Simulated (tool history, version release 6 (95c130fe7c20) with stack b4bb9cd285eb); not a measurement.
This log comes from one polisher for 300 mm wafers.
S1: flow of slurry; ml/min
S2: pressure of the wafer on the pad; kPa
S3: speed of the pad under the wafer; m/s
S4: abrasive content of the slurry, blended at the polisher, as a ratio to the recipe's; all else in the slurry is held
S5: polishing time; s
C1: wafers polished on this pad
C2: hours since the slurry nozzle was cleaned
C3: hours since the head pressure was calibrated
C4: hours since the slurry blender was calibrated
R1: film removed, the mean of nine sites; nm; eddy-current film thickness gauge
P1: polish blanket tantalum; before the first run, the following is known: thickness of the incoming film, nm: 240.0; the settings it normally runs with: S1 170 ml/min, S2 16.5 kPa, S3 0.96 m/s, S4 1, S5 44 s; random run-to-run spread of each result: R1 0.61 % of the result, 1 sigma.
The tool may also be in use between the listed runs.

run	hour	S1	S2	S3	S4	S5	C1	C2	C3	C4	R1
1	6.9	170	16.5	0.96	1	44	985	105	171	225.2	80.57
2	18.5	170	11	0.96	1	44	1111	116.6	182.6	236.8	53.806
3	29.4	170	16.5	1.38	1	44	1230	127.5	193.5	247.7	115.39
4	35.3	170	16.5	0.96	1.35	44	1294	133.4	199.4	253.6	87.419
5	42	255	16.5	0.96	1	44	1367	140.1	206.1	260.3	83.95
6	51.3	170	16.5	0.96	1	44	1468	149.4	215.4	269.6	80.314
7	63.5	170	16.5	0.96	1	44	1601	161.6	227.6	281.8	78.99
8	76.1	170	16.5	0.96	1	44	1738	174.2	240.2	294.4	79.506
# hour 86.7: slurry blender recalibrated
9	86.9	170	21.4	0.96	1	44	1855	185	251	0.2	104.4
10	92.7	170	16.5	0.96	1	28	1918	190.8	256.8	6	50.983
11	99.7	170	16.5	0.96	1	44	1994	197.8	263.8	13	79.177
12	107.9	170	16.5	0.44	1	44	2084	206	272	21.2	36.995
13	114.7	170	9	1.24	1	44	2158	212.8	278.8	28	56.126
14	125.6	170	16.5	0.96	1	65	2276	223.7	289.7	38.9	117.62
15	132.3	170	16.5	0.96	0.6	44	2349	230.4	296.4	45.6	66.665
16	144.2	170	16.5	0.96	1	44	2479	242.3	308.3	57.5	80.528
17	155.1	100	16.5	0.96	1	44	2597	253.2	319.2	68.4	73.667
18	167.9	170	16.5	0.96	1	44	2736	266	332	81.2	79.728
19	180.1	170	16.5	0.96	1	44	2869	278.2	344.2	93.4	79.838
20	188.5	170	16.5	0.96	1	44	2961	286.6	352.6	101.8	78.223
21	198.4	170	16.5	0.96	1	44	3068	296.5	362.5	111.7	75.448
# hour 210: head pressure recalibrated
22	210.8	170	16.5	0.96	1	44	3203	308.9	0.8	124.1	74.137
23	217.5	170	16.5	0.96	1	44	3276	315.6	7.5	130.8	74.511
# hour 220.3: slurry nozzle cleaned
24	223.7	170	16.5	0.96	1	44	3344	3.5	13.7	137	73.251
25	229.3	170	16.5	0.96	1	44	3404	9.1	19.3	142.6	73.409
26	239.8	170	16.5	0.96	1	44	3519	19.6	29.8	153.1	72.968

What P1 gives has crept away from where it was. These 2 causes fit the log equally well, each at the size given:
A: removal rate lost through wear of the pad, % = 8.14
B: abrasive missing from the slurry, % = 23.7
The process output started creeping at around hour 180.1.
Other possible causes, and why each is ruled out:
slurry flow missing at the pad, %: serviced after onset, at hour 220.3, with no recovery of the prior output
head's pressure below its setpoint, %: serviced after onset, at hour 210, with no recovery of the prior output

Consider the 4 check runs below, whose results appear as question marks and each of which averages 5 wafers. Which one distinguishes the causes, in that each cause would give it a clearly different result?
check 1	250.3	255	16.5	0.96	1	55					?
check 2	250.3	170	16.5	0.58	1	44					?
check 3	250.3	170	13.1	0.96	1	44					?
check 4	250.3	240	16.5	0.96	0.7	44					?

Predicted outcomes, by check and by cause:
check	result	if A	if B
check 1	R1	97.196	97.184
check 2	R1	44.608	44.603
check 3	R1	58.452	58.445
check 4	R1	68.823	67.318
Distance between the nearest two causes, measured in the result of the check that separates them most: check 1 0.01 %; check 2 0.01 %; check 3 0.01 %; check 4 2.21 %
Only in check 4 would the causes give clearly different results; in the remaining checks their results would be nearly the same.

Running check 4 produced the following: R1 68.903 nm. Which one of the listed causes fits?

The cause is A: removal rate lost through wear of the pad, %.

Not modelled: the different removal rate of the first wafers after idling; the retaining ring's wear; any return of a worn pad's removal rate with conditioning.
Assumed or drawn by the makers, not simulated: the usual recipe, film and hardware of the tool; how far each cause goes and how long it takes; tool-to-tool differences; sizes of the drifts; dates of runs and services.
